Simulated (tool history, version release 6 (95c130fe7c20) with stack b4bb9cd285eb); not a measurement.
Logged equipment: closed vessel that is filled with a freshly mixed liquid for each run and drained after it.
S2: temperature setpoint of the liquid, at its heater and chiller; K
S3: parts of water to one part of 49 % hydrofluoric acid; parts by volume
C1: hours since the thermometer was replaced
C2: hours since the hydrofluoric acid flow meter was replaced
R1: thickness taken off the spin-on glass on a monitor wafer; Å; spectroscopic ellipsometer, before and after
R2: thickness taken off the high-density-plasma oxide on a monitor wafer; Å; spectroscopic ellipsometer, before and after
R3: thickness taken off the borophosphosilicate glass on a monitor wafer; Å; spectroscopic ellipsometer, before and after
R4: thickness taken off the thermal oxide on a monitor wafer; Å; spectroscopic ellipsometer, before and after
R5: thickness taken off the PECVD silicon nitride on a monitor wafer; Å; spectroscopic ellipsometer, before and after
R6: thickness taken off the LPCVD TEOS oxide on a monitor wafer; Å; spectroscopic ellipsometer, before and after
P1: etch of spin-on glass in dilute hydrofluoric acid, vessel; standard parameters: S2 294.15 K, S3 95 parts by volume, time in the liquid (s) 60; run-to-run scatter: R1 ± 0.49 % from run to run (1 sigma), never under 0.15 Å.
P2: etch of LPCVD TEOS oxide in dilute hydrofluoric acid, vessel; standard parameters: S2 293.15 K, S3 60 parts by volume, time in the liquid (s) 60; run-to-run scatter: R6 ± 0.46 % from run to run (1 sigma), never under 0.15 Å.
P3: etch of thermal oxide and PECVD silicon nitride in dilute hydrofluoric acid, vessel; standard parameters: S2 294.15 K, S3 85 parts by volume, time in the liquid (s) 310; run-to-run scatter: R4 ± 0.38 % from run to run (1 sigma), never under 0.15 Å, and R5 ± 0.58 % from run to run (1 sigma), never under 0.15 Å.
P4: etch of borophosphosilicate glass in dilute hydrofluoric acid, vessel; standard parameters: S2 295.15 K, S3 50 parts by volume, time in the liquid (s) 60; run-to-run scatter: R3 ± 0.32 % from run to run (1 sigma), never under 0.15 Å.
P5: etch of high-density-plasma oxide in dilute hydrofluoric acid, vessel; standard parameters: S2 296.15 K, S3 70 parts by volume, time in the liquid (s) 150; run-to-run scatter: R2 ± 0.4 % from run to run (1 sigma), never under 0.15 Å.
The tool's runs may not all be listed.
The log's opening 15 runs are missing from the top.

run 16 hour=207.1 | process_that_ran=P1 S2=294.15 S3=50 time_in_the_liquid_(s)=60 | C1=152.0 C2=535.7 | R1=712.26
run 17 hour=221.2 | process_that_ran=P2 S2=290.15 S3=60 time_in_the_liquid_(s)=60 | C1=166.1 C2=549.8 | R6=147.840
run 18 hour=233.1 | process_that_ran=P1 S2=294.15 S3=95 time_in_the_liquid_(s)=60 | C1=178.0 C2=561.7 | R1=352.70
run 19 hour=250.3 | process_that_ran=P1 S2=294.15 S3=95 time_in_the_liquid_(s)=60 | C1=195.2 C2=578.9 | R1=356.88
run 20 hour=259.9 | process_that_ran=P1 S2=300.15 S3=95 time_in_the_liquid_(s)=95 | C1=204.8 C2=588.5 | R1=719.73
run 21 hour=274.6 | process_that_ran=P2 S2=293.15 S3=60 time_in_the_liquid_(s)=60 | C1=219.5 C2=603.2 | R6=165.110
run 22 hour=293.2 | process_that_ran=P2 S2=293.15 S3=95 time_in_the_liquid_(s)=60 | C1=238.1 C2=621.8 | R6=101.360
run 23 hour=306.2 | process_that_ran=P3 S2=294.15 S3=85 time_in_the_liquid_(s)=40 | C1=251.1 C2=634.8 | R4=20.364 R5=6.4997
run 24 hour=320.0 | process_that_ran=P1 S2=294.15 S3=95 time_in_the_liquid_(s)=60 | C1=264.9 C2=648.6 | R1=357.24
run 25 hour=338.7 | process_that_ran=P1 S2=301.15 S3=30 time_in_the_liquid_(s)=60 | C1=283.6 C2=667.3 | R1=1627.60
run 26 hour=353.1 | process_that_ran=P1 S2=294.15 S3=95 time_in_the_liquid_(s)=60 | C1=298.0 C2=681.7 | R1=358.73
run 27 hour=369.5 | process_that_ran=P1 S2=298.15 S3=95 time_in_the_liquid_(s)=60 | C1=314.4 C2=698.1 | R1=418.49
run 28 hour=382.4 | process_that_ran=P2 S2=293.15 S3=60 time_in_the_liquid_(s)=30 | C1=327.3 C2=711.0 | R6=83.701

Predict the results of run 29:
run 29 hour=394.8 | process_that_ran=P3 S2=294.15 S3=85 time_in_the_liquid_(s)=310 | C1=339.7 C2=723.4 | R4=? R5=?

Run 29 gave R4 160.680 Å, R5 49.9910 Å.

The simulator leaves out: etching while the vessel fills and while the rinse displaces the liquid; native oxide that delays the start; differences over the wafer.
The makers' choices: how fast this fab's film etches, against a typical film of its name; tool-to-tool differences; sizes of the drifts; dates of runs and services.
